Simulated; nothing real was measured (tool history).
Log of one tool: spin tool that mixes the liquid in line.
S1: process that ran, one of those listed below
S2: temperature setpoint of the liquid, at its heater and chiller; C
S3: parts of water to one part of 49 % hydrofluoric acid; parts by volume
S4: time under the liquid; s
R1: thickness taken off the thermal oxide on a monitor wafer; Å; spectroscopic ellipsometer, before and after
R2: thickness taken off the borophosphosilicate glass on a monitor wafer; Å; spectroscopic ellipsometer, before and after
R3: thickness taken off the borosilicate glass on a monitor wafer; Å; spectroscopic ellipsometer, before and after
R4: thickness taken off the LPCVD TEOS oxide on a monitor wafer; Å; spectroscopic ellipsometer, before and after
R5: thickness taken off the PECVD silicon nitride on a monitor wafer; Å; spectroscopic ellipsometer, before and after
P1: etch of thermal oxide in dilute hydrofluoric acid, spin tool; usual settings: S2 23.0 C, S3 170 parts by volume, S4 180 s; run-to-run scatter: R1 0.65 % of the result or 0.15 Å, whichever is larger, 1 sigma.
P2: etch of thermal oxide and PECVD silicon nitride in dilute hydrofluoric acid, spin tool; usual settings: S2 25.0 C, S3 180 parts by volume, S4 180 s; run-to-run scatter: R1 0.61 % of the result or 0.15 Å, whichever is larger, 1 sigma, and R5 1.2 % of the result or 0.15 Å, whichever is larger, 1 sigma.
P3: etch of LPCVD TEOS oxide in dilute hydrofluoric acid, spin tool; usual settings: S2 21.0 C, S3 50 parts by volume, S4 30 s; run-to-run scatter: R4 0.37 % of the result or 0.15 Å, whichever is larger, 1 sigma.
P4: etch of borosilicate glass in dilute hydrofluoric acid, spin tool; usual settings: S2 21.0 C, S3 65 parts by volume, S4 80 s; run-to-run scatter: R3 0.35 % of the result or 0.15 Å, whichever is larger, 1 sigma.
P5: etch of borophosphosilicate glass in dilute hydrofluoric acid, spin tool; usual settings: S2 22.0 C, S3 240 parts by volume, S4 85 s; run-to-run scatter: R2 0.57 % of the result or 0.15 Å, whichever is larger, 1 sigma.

run   hour  S1    S2   S3   S4       R1       R2      R3      R4      R5
  1    4.7  P1  23.0  170  180   43.680
  2    9.2  P5  22.0  240   15            22.445
  3   13.0  P4  21.0   65  145                    609.96
  4   21.2  P3  21.0   50   30                            249.97
  5   29.5  P1  23.0  170  180   43.928
  6   36.7  P1  23.0  170  180   43.900
  7   44.9  P1  30.0  170  180   56.557
  8   49.1  P1  23.0   55  180  156.010
  9   56.1  P2  25.0   50  180  191.250                           76.947
 10   60.3  P1  23.0  170  180   43.407
 11   64.6  P1  23.0  290  180   22.719
 12   69.6  P3  21.0   50   30                            249.29
 13   75.1  P2  25.0  180  180   44.968                           21.488
 14   79.7  P4  21.0   90   80                    236.82
 15   84.5  P1  20.0  270  180   22.157
 16   88.7  P1  18.5   90  180   75.753
 17   96.0  P2  25.0  180  350   87.244                           41.658
 18  101.7  P4  21.0   65   80                    339.66
 19  106.3  P5  18.0  240   85           110.050
 20  111.5  P3  21.0   90   30                            131.96
 21  119.7  P1  23.0  170  345   84.546
 22  125.2  P3  21.0   50   15                            125.72
 23  131.0  P2  25.0  180  180   45.254                           21.672
 24  139.3  P1  19.5  170  180   39.079
 25  146.9  P1  23.0  170  180   43.979
 26  152.8  P4  29.0   65   80                    467.14
 27  159.7  P5  22.0   95   85           379.010
 28  165.5  P2  17.5  180  180   33.852                           13.093
 29  170.1  P1  23.0  170   70   17.160
 30  175.9  P3  27.5   50   30                            328.49
 31  181.9  P5  22.0  240   85           128.120
 32  186.6  P1  23.0  170  180   44.057
 33  191.2  P1  23.0  170  180   43.026
 34  197.2  P1  23.0  170  180   41.587
 35  203.3  P1  23.0  170  180   41.004
 36  209.5  P1  23.0  170  180   41.035
 37  213.5  P1  23.0  170  180   41.267
 38  217.6  P1  23.0  170  180   42.000
 39  221.4  P1  23.0  170  180   41.338

What P1 gives has crept away from where it was. These 2 causes fit the log equally well, each at the size given:
A: liquid colder than its thermometer reads (K) = 1.81
B: hydrofluoric acid flow below the setpoint (%) = 5.68
The creep began at about hour 186.6.

4 check runs are offered, each on 2 wafers whose results are averaged, their results left as question marks. Which one tells the causes apart?
check 1  225.2  P5  22.0  135   35       ?
check 2  225.2  P4  29.0   90   80           ?
check 3  225.2  P3  26.5   90   30               ?
check 4  225.2  P2  25.0   70  180   ?               ?

What each check would give under each cause:
  check  result     if A     if B
check 1      R2   97.255   97.690
check 2      R3   303.52   304.61
check 3      R4   153.51   154.38
check 4      R1  123.140  124.280
check 4      R5   48.813   51.991
How far apart the two closest causes lie, in the result that separates them most: check 1 0.45 %; check 2 0.36 %; check 3 0.56 %; check 4 6.31 %
Check 4 tells the causes apart: in the others they would give nearly the same result.

Then check 4 was run and gave: R1 124.750 Å; R5 51.949 Å. Which cause is it?

It is B: hydrofluoric acid flow below the setpoint (%).
